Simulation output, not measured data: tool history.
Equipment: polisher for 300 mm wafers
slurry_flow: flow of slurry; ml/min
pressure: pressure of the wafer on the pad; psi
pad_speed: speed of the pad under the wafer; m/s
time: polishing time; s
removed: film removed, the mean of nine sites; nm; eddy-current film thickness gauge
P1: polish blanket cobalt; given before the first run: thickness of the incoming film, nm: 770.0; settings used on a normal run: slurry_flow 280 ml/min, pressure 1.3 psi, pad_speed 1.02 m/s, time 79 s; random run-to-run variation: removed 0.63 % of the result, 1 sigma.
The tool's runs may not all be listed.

run     day  slurry_flow  pressure  pad_speed  time  removed
  1   0.646          280       1.3       1.02    79   304.65
  2   1.025          280       1.8       0.54    79   221.72
  3   1.562          280       1.3       1.02    41   157.08
  4   2.146          280       1.9       1.02    79   441.54
  5   2.517          280       1.3       1.56    79   464.35
  6   2.996          365       1.3       1.02    79   310.54
  7   3.712          280       1.3       0.58    79   171.27
  8   4.288          280       1.3       1.02    79    303.7
  9   4.658          170       1.3       1.02    79   284.85
 10   5.058          280       1.3       1.02    79   304.86
 11   5.692          280       1.3       1.02    79   301.33
 12    6.25          280       1.3       1.02   123   472.65
      6.492  -- slurry nozzle cleaned
 13   7.012          280       1.9       1.42    79    619.4
 14   7.492          280       0.8       1.02    79   186.14
 15     8.3          280       1.3       1.02    79   302.67
 16   8.908          280       1.3       1.02    79   299.93
 17   9.367          280       1.3       1.02    79   295.19
 18   9.875          280       1.3       1.02    79   295.56
 19  10.238          280       1.3       1.02    79    291.7
 20  10.854          280       1.3       1.02    79   290.01
 21  11.592          280       1.3       1.02    79   289.96
 22  12.033          280       1.3       1.02    79   287.57

Run 23 comes next. What will it give?
     12.429  -- worn pad replaced by a new one
 23  12.638          280       1.3       1.02    79        ?

removed: 286.13 nm

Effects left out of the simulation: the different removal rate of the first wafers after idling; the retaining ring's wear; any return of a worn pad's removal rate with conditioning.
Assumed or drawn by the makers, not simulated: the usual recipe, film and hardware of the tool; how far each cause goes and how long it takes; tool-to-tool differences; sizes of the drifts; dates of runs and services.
